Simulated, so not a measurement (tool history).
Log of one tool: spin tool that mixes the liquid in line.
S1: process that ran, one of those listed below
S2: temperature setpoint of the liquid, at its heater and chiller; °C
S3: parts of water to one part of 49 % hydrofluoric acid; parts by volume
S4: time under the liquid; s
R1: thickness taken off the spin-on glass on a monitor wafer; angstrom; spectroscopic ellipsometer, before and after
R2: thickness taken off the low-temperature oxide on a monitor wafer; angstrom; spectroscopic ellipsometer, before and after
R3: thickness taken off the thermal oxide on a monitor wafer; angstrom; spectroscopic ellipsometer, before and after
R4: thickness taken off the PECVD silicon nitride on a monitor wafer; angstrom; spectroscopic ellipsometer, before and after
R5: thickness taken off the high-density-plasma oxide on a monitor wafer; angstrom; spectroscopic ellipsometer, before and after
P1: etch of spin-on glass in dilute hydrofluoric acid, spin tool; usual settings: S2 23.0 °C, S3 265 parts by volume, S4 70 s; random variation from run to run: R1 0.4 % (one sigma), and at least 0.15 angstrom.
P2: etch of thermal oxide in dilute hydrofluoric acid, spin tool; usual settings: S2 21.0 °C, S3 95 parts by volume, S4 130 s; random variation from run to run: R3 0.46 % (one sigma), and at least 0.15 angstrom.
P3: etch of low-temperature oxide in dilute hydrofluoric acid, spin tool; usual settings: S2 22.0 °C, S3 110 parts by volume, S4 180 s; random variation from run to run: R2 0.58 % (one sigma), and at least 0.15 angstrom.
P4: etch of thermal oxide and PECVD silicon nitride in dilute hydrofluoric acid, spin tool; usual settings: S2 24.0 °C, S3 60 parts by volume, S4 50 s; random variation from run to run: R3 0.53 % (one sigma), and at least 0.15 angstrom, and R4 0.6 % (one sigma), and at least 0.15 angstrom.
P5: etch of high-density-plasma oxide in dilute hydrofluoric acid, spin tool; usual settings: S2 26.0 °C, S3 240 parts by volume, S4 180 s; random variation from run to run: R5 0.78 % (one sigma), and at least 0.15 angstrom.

run   hour  S1    S2   S3   S4       R1      R2       R3      R4       R5
  1    4.3  P1  23.0  265   70   86.805
  2    8.2  P1  23.0  265   70   85.912
  3   12.6  P3  22.0  110   65           187.79
  4   15.4  P3  22.0  160  180           336.08
  5   17.9  P4  24.0   60  100                   79.8810  92.728
  6   21.5  P3  30.0  110  180           705.19
  7   25.6  P1  23.0  265   70   86.296
  8   29.3  P5  26.0  240   30                                     5.4072
  9   33.3  P5  34.0  240  180                                    45.6020
 10   35.7  P1  23.0  265  135  165.590
 11   40.1  P2  25.5   95  130                   67.6220
 12   44.1  P4  24.0  100   50                   22.7850  28.056
 13   46.9  P5  26.0  240  180                                    34.3880
 14   49.6  P4  24.0   60   50                   39.9010  46.703
 15   52.1  P3  22.0  110  180           524.64
 16   55.7  P2  21.0   95  130                   56.2160
 17   57.8  P4  32.0   60   50                   55.5170  77.788
 18   60.5  P1  23.0  265   35   43.360
 19   63.9  P2  21.0  175  130                   27.7620
 20   66.3  P5  26.0  240  180                                    34.2580
 21   69.5  P2  21.0   95   20                    8.6331
 22   73.0  P1  17.0  430   70   37.083
      73.4  -- hydrofluoric acid flow meter replaced
 23   76.6  P1  23.0   60   70  476.440
 24   79.4  P1  23.0  265   70   85.873
 25   83.2  P1  17.0  265   70   69.010
 26   87.5  P1  29.0  265   70  105.890
 27   89.5  P2  21.0   95  130                   56.6980
 28   93.5  P1  23.0  265   70   85.916
 29   96.0  P5  26.0  440  180                                    15.3700
 30   98.8  P1  23.0  440   70   44.434
 31  102.5  P1  23.0  265   70   85.965
 32  104.6  P1  23.0  265   70   88.044
 33  107.2  P1  23.0  265   70   88.058
 34  111.6  P1  23.0  265   70   90.009
 35  115.5  P1  23.0  265   70   90.160
 36  117.6  P1  23.0  265   70   90.717
 37  120.0  P1  23.0  265   70   90.267
 38  124.3  P1  23.0  265   70   90.711
 39  128.7  P1  23.0  265   70   91.488
 40  132.7  P1  23.0  265   70   91.319

What P1 gives has crept away from where it was. These 2 causes fit the log equally well, each at the size given:
A: liquid hotter than its thermometer reads (K) = 1.73
B: hydrofluoric acid flow above the setpoint (%) = 4.99
The creep began at about hour 102.5.

4 check runs are offered, one wafer each, their results left as question marks. Which one tells the causes apart?
check 1  136.7  P4  28.0   60   50           ?   ?
check 2  136.7  P5  34.0  240  180                   ?
check 3  136.7  P2  21.0  165  130           ?
check 4  136.7  P3  30.0  110  180       ?

What each check would give under each cause:
  check  result     if A     if B
check 1      R3  50.0440  49.2950
check 1      R4   67.709   63.527
check 2      R5  47.6060  48.0140
check 3      R3  32.1940  31.8740
check 4      R2   754.11   748.28
How far apart the two closest causes lie, in the result that separates them most: check 1 6.38 %; check 2 0.85 %; check 3 1 %; check 4 0.78 %
Check 1 tells the causes apart: in the others they would give nearly the same result.

Then check 1 was run and gave: R3 49.8920 angstrom; R4 68.156 angstrom. Which cause is it?

It is A: liquid hotter than its thermometer reads (K).
